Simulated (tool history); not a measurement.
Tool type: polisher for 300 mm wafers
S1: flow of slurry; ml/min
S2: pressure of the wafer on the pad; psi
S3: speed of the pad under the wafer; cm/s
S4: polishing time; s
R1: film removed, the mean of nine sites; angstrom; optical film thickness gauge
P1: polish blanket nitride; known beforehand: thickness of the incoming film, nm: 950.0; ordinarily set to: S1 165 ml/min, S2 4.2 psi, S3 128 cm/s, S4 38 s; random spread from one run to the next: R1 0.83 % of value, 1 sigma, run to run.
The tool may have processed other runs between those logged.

run	hour	S1	S2	S3	S4	R1
1	5.2	165	4.2	128	38	792.68
2	10.9	165	4.2	128	55	1135.40
3	17.1	260	4.2	128	38	826.62
4	21.4	165	4.2	128	38	780.33
5	27.7	165	4.2	196	38	1087.00
6	31.3	165	2.2	128	38	406.50
7	35.3	165	2.8	82	38	360.29
8	40.8	165	4.2	128	38	783.77
9	47.3	165	6.4	128	38	1173.60
10	54.1	165	4.2	64	38	448.74
11	58.9	165	4.2	128	38	783.55
12	62.4	165	4.2	128	38	775.34
13	69.0	165	4.2	128	38	773.68
14	72.5	165	4.2	128	25	522.64
15	76.1	105	4.2	128	38	716.60
16	80.1	165	4.2	128	38	785.62
17	84.5	165	4.2	128	38	760.83
18	90.3	165	4.2	128	38	738.82
19	93.6	165	4.2	128	38	743.07
20	99.7	165	4.2	128	38	734.64
21	103.2	165	4.2	128	38	710.08
# hour 105.1: worn pad replaced by a new one
22	109.0	165	4.2	128	38	720.68
23	112.5	165	4.2	128	38	719.54
24	117.6	165	4.2	128	38	719.61
25	123.5	165	4.2	128	38	717.53

What P1 gives has crept off from where it sat before. The 2 causes that follow fit the log equally well, each at the size noted:
A: slurry flow missing at the pad, % = 36.5
B: head's pressure below its setpoint, % = 8.47
The drift started at roughly hour 80.1.
Excluded causes, each with its reason:
removal rate lost through wear of the pad, %: serviced at hour 105.1, which brought nothing back

Which of the check runs below tells the causes apart, meaning the causes would give it clearly different results? Each run uses 5 wafers whose results are averaged, and each result is shown as a question mark.
check 1	129.4	165	4.2	166	38	?
check 2	129.4	165	4.2	128	25	?
check 3	129.4	255	6.3	128	38	?
check 4	129.4	165	2.7	164	38	?

Outcome of each check run for each possible cause:
check	result	if A	if B
check 1	R1	882.48	882.42
check 2	R1	471.57	471.54
check 3	R1	1171.10	1137.10
check 4	R1	561.83	561.80
Per-check spread between the two closest causes, in the result where they differ most: check 1 0.01 %; check 2 0.01 %; check 3 2.94 %; check 4 0.01 %
Only in check 3 would the causes give clearly different results; in the remaining checks their results would be nearly the same.

Then check 3 was run and gave: R1 1142.30 angstrom. Which cause is it?

Of the candidate causes, it is B: head's pressure below its setpoint, %.

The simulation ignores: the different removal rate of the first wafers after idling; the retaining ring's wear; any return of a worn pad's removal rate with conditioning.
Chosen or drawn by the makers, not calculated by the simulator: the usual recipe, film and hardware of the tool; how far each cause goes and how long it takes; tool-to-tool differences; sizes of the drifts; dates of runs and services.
